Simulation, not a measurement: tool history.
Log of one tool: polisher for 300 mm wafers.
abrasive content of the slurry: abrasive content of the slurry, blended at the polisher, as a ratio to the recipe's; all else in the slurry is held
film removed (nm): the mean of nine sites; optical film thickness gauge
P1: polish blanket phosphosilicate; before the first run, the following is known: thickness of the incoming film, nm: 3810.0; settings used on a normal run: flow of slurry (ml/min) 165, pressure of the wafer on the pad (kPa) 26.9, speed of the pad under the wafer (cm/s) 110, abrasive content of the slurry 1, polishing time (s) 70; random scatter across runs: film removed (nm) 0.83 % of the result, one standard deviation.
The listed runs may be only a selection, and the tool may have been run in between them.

run	day	flow of slurry (ml/min)	pressure of the wafer on the pad (kPa)	speed of the pad under the wafer (cm/s)	abrasive content of the slurry	polishing time (s)	film removed (nm)
1	0.517	165	26.9	110	1	70	657.38
2	1.279	165	26.9	166	1	70	918.27
3	1.683	165	26.9	110	1	70	666.91
4	2.125	165	26.9	110	0.65	70	539.24
5	2.617	165	12.4	110	1	70	306.81
6	3.317	165	26.9	110	1	70	659.12
7	3.758	165	26.9	110	1	44	414.2
# day 4.292: slurry nozzle cleaned
8	4.35	165	26.9	110	1	70	663.23
9	5.117	165	33.8	110	1.45	70	966.95
10	5.546	165	26.9	110	1	70	657.06
11	6.354	165	26.9	64	1	70	431.13
12	7.025	165	20	110	1	92	649.22
13	7.821	165	26.9	110	1	70	664.34
14	8.279	165	26.9	110	1	90	860.69
15	8.929	165	26.9	110	1	70	667.58
16	9.533	165	12.4	156	1	70	401.7
17	9.996	260	26.9	110	1	70	704.78
18	10.421	100	26.9	110	1	70	601.07
19	11.129	165	26.9	110	1.5	70	775.76
20	11.575	165	39.3	110	1	70	970.38
21	12.092	165	26.9	110	1	70	667.33

The next listed run, before its measurement:
22	12.542	165	26.9	110	1	70	?

{"run 22": {"film removed (nm)": 648.51}}
